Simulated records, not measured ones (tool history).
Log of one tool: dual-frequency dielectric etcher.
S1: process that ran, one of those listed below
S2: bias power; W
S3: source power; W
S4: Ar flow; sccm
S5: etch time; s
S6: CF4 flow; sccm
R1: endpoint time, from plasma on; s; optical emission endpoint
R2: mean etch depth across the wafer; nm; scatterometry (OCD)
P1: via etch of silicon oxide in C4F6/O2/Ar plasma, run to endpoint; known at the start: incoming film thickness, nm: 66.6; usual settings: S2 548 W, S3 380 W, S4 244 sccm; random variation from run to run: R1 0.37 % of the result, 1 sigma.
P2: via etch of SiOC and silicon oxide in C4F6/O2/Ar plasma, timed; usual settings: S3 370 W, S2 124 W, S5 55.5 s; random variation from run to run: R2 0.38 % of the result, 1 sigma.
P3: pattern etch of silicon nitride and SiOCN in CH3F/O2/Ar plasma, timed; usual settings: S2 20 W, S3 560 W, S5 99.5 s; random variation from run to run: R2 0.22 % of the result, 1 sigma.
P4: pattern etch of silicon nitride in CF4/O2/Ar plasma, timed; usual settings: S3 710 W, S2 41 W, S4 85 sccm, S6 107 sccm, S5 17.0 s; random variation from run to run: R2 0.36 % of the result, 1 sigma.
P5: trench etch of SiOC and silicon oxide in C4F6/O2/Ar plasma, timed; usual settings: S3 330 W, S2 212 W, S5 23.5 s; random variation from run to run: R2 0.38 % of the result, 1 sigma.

run 1 hour=3.7 | S1=P1 S2=548 S3=380 S4=244 | R1=14.122
run 2 hour=6.8 | S1=P3 S2=24 S3=560 S5=99.5 | R2=15.7080
run 3 hour=11.0 | S1=P5 S2=212 S3=230 S5=23.5 | R2=40.1630
run 4 hour=17.4 | S1=P5 S2=212 S3=330 S5=23.5 | R2=46.0880
run 5 hour=22.1 | S1=P4 S2=41 S3=710 S4=85 S5=17.0 S6=77 | R2=41.1840
run 6 hour=26.5 | S1=P1 S2=548 S3=380 S4=299 | R1=14.452
run 7 hour=29.3 | S1=P5 S2=212 S3=330 S5=13.0 | R2=25.4220
run 8 hour=32.7 | S1=P1 S2=702 S3=540 S4=244 | R1=11.370
run 9 hour=38.7 | S1=P1 S2=422 S3=380 S4=244 | R1=15.680
run 10 hour=42.8 | S1=P1 S2=720 S3=380 S4=244 | R1=12.725
run 11 hour=45.9 | S1=P4 S2=41 S3=710 S4=85 S5=22.5 S6=107 | R2=57.1950
run 12 hour=49.3 | S1=P1 S2=548 S3=380 S4=196 | R1=13.888
-- hour=51.7 Ar flow controller replaced
run 13 hour=52.4 | S1=P2 S2=162 S3=370 S5=55.5 | R2=57.9240
run 14 hour=55.7 | S1=P4 S2=29 S3=710 S4=85 S5=17.0 S6=107 | R2=38.4850
run 15 hour=60.9 | S1=P1 S2=548 S3=380 S4=244 | R1=14.135
run 16 hour=64.0 | S1=P3 S2=20 S3=560 S5=54.5 | R2=7.9855
run 17 hour=69.6 | S1=P1 S2=548 S3=490 S4=244 | R1=12.906
run 18 hour=75.7 | S1=P4 S2=41 S3=710 S4=100 S5=17.0 S6=107 | R2=42.0280
run 19 hour=80.2 | S1=P1 S2=548 S3=270 S4=244 | R1=16.112
run 20 hour=83.7 | S1=P4 S2=41 S3=470 S4=85 S5=17.0 S6=107 | R2=30.0860
run 21 hour=89.1 | S1=P2 S2=124 S3=370 S5=55.5 | R2=53.2370
run 22 hour=92.5 | S1=P5 S2=161 S3=330 S5=23.5 | R2=42.0570
run 23 hour=98.9 | S1=P3 S2=20 S3=560 S5=99.5 | R2=14.5000
run 24 hour=103.6 | S1=P4 S2=41 S3=710 S4=85 S5=17.0 S6=107 | R2=43.2800
run 25 hour=108.6 | S1=P3 S2=20 S3=790 S5=99.5 | R2=16.5120
run 26 hour=113.5 | S1=P1 S2=548 S3=380 S4=244 | R1=14.223
run 27 hour=118.7 | S1=P2 S2=124 S3=370 S5=30.5 | R2=29.1140
run 28 hour=121.6 | S1=P2 S2=124 S3=510 S5=55.5 | R2=60.4590
run 29 hour=126.5 | S1=P1 S2=548 S3=380 S4=244 | R1=14.152
run 30 hour=129.3 | S1=P1 S2=548 S3=380 S4=244 | R1=14.110
run 31 hour=133.3 | S1=P1 S2=548 S3=380 S4=244 | R1=14.117
run 32 hour=137.5 | S1=P1 S2=548 S3=380 S4=244 | R1=14.297
run 33 hour=140.7 | S1=P1 S2=548 S3=380 S4=244 | R1=14.309
run 34 hour=146.0 | S1=P1 S2=548 S3=380 S4=244 | R1=14.362
run 35 hour=150.0 | S1=P1 S2=548 S3=380 S4=244 | R1=14.426
run 36 hour=154.0 | S1=P1 S2=548 S3=380 S4=244 | R1=14.375
-- hour=154.1 wet clean of the chamber
run 37 hour=159.9 | S1=P1 S2=548 S3=380 S4=244 | R1=14.425
run 38 hour=164.8 | S1=P1 S2=548 S3=380 S4=244 | R1=14.518

What P1 gives has crept away from where it was. These 2 causes fit the log equally well, each at the size given:
A: source power that arrives under what is set, % = 4.95
B: bias power that arrives under what is set, % = 4.81
The creep began at about hour 133.3.
Why every other cause is out:
chamber walls in a state that lowers the etch rate, %: serviced at hour 154.1, which brought nothing back
Ar flow that arrives over what is set, %: at most 8, which would move R1 by +0.9 %: too little, or the wrong way

4 check runs are offered, one wafer each, their results left as question marks. Which one tells the causes apart?
run check 1 hour=169.7 | S1=P3 S2=20 S3=770 S5=63.5 | R2=?
run check 2 hour=169.7 | S1=P4 S2=31 S3=710 S4=85 S5=17.0 S6=107 | R2=?
run check 3 hour=169.7 | S1=P5 S2=169 S3=330 S5=13.0 | R2=?
run check 4 hour=169.7 | S1=P2 S2=145 S3=430 S5=55.5 | R2=?

What each check would give under each cause:
check=check_1 result=R2 if_A=10.2120 if_B=10.1910
check=check_2 result=R2 if_A=37.6840 if_B=38.8320
check=check_3 result=R2 if_A=23.2140 if_B=23.3120
check=check_4 result=R2 if_A=58.1950 if_B=58.4860
How far apart the two closest causes lie, in the result that separates them most: check 1 0.2 %; check 2 3 %; check 3 0.42 %; check 4 0.5 %
Only check 2 tells the causes apart: in the others they would give nearly the same result.

Check 2 was then run and gave: R2 37.7630 nm. Which cause is it?

It is A: source power that arrives under what is set, %.
